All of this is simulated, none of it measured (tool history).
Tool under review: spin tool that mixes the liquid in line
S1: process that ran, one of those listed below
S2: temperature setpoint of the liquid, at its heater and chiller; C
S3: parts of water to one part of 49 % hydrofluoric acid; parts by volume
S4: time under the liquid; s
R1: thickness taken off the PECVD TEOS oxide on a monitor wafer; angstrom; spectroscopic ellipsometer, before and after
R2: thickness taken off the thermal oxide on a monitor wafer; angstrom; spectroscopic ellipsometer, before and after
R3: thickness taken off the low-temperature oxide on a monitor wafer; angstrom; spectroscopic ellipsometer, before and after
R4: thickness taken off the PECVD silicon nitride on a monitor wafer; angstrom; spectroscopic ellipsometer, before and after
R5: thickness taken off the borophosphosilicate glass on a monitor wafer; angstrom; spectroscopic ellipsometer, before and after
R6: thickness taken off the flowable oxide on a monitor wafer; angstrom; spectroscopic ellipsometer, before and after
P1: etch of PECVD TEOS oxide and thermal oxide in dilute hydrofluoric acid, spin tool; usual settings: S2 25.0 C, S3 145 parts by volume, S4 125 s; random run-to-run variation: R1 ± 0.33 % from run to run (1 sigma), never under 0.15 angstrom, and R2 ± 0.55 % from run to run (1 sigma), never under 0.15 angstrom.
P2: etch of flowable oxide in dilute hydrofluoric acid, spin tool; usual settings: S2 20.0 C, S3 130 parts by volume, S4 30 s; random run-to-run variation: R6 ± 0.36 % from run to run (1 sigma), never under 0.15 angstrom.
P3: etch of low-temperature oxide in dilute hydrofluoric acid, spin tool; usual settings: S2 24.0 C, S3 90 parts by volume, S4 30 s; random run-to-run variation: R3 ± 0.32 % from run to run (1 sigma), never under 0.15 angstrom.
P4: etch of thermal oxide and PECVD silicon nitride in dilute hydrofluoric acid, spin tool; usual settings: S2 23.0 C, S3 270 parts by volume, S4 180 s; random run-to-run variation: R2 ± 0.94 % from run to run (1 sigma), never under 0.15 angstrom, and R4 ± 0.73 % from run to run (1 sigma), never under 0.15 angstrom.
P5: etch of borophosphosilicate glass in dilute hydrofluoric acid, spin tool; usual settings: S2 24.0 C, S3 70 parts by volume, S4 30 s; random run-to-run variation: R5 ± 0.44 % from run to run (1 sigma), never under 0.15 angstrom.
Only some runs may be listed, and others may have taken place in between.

run 1 day=0.117 | S1=P1 S2=25.0 S3=145 S4=125 | R1=131.560 R2=40.4010
run 2 day=0.333 | S1=P1 S2=25.0 S3=220 S4=125 | R1=80.037 R2=24.7200
run 3 day=0.471 | S1=P3 S2=24.0 S3=90 S4=30 | R3=101.310
run 4 day=0.604 | S1=P1 S2=25.0 S3=145 S4=125 | R1=132.460 R2=40.2590
run 5 day=0.733 | S1=P3 S2=24.0 S3=130 S4=30 | R3=66.857
run 6 day=0.846 | S1=P1 S2=25.0 S3=60 S4=125 | R1=358.720 R2=107.5500
run 7 day=1.054 | S1=P4 S2=23.0 S3=410 S4=180 | R2=14.6280 R4=24.498
run 8 day=1.154 | S1=P1 S2=31.0 S3=145 S4=125 | R1=165.420 R2=50.1660
run 9 day=1.296 | S1=P5 S2=24.0 S3=70 S4=15 | R5=83.032
run 10 day=1.446 | S1=P4 S2=23.0 S3=270 S4=100 | R2=14.0170 R4=20.684
run 11 day=1.575 | S1=P4 S2=28.0 S3=270 S4=180 | R2=29.8850 R4=50.718
run 12 day=1.788 | S1=P1 S2=25.0 S3=145 S4=125 | R1=132.790 R2=40.2570
run 13 day=1.958 | S1=P3 S2=24.0 S3=90 S4=30 | R3=102.130
run 14 day=2.129 | S1=P3 S2=29.5 S3=90 S4=30 | R3=126.340
run 15 day=2.262 | S1=P1 S2=25.0 S3=145 S4=125 | R1=133.240 R2=40.1440
run 16 day=2.446 | S1=P2 S2=20.0 S3=130 S4=30 | R6=133.390
run 17 day=2.604 | S1=P3 S2=24.0 S3=90 S4=15 | R3=50.764
run 18 day=2.808 | S1=P1 S2=25.0 S3=210 S4=30 | R1=20.391 R2=6.2107
run 19 day=2.983 | S1=P5 S2=24.0 S3=30 S4=30 | R5=409.970
run 20 day=3.104 | S1=P2 S2=24.5 S3=130 S4=30 | R6=159.060
run 21 day=3.283 | S1=P2 S2=20.0 S3=130 S4=15 | R6=66.236
run 22 day=3.388 | S1=P4 S2=23.0 S3=270 S4=180 | R2=24.9650 R4=37.254
run 23 day=3.583 | S1=P2 S2=20.0 S3=130 S4=30 | R6=134.010
run 24 day=3.758 | S1=P1 S2=30.0 S3=145 S4=175 | R1=221.250 R2=66.5300
run 25 day=3.879 | S1=P5 S2=19.5 S3=70 S4=30 | R5=137.600
run 26 day=4.000 | S1=P5 S2=24.0 S3=70 S4=30 | R5=166.060
run 27 day=4.104 | S1=P1 S2=25.0 S3=145 S4=125 | R1=132.050 R2=40.4600
run 28 day=4.296 | S1=P1 S2=25.0 S3=145 S4=210 | R1=221.560 R2=66.2570
run 29 day=4.396 | S1=P1 S2=25.0 S3=145 S4=125 | R1=132.200 R2=39.9020
run 30 day=4.579 | S1=P1 S2=18.5 S3=145 S4=125 | R1=102.560 R2=31.3860
run 31 day=4.779 | S1=P2 S2=20.0 S3=205 S4=30 | R6=78.517
run 32 day=4.921 | S1=P1 S2=25.0 S3=145 S4=30 | R1=31.598 R2=9.5287
run 33 day=5.075 | S1=P1 S2=30.5 S3=85 S4=125 | R1=298.140 R2=91.1990
run 34 day=5.275 | S1=P1 S2=25.0 S3=145 S4=125 | R1=133.410 R2=39.8750
run 35 day=5.417 | S1=P1 S2=25.0 S3=145 S4=125 | R1=135.100 R2=40.7790
run 36 day=5.512 | S1=P1 S2=25.0 S3=145 S4=125 | R1=136.180 R2=40.9580
run 37 day=5.696 | S1=P1 S2=25.0 S3=145 S4=125 | R1=138.090 R2=41.6430
run 38 day=5.825 | S1=P1 S2=25.0 S3=145 S4=125 | R1=138.850 R2=42.1880
run 39 day=6.021 | S1=P1 S2=25.0 S3=145 S4=125 | R1=138.790 R2=41.6910
run 40 day=6.125 | S1=P1 S2=25.0 S3=145 S4=125 | R1=139.600 R2=41.5910
run 41 day=6.258 | S1=P1 S2=25.0 S3=145 S4=125 | R1=138.740 R2=41.7780
run 42 day=6.450 | S1=P1 S2=25.0 S3=145 S4=125 | R1=139.660 R2=41.9620

Compared with where it was, what P1 gives has crept away. Each cause listed below fits the log as well as the rest, at the size given for it:
A: liquid hotter than its thermometer reads (K) = 1.38
B: hydrofluoric acid flow above the setpoint (%) = 4.53
The gradual shift began around day 5.275.

You are offered 4 check runs, listed below with question marks in place of their results; each one averages 2 wafers. Which run separates the listed causes by giving clearly different results for each?
run check 1 day=6.642 | S1=P3 S2=24.0 S3=90 S4=30 | R3=?
run check 2 day=6.642 | S1=P2 S2=20.0 S3=130 S4=30 | R6=?
run check 3 day=6.642 | S1=P4 S2=23.0 S3=270 S4=180 | R2=? R4=?
run check 4 day=6.642 | S1=P5 S2=24.0 S3=70 S4=30 | R5=?

What each check would give under each cause:
check=check_1 result=R3 if_A=107.550 if_B=106.950
check=check_2 result=R6 if_A=140.890 if_B=140.200
check=check_3 result=R2 if_A=26.2960 if_B=26.4760
check=check_3 result=R4 if_A=40.575 if_B=38.918
check=check_4 result=R5 if_A=176.300 if_B=175.000
Gap, in per cent, between the two causes that each check separates least, read from the result that separates them most: check 1 0.56 %; check 2 0.49 %; check 3 4.17 %; check 4 0.74 %
Check 3 is the one run that separates the causes; every other check would come out nearly the same whichever cause is at work.

After running check 3, the following was obtained: R2 26.1730 angstrom; R4 39.083 angstrom. Which cause does this point to?

B is the cause: hydrofluoric acid flow above the setpoint (%).
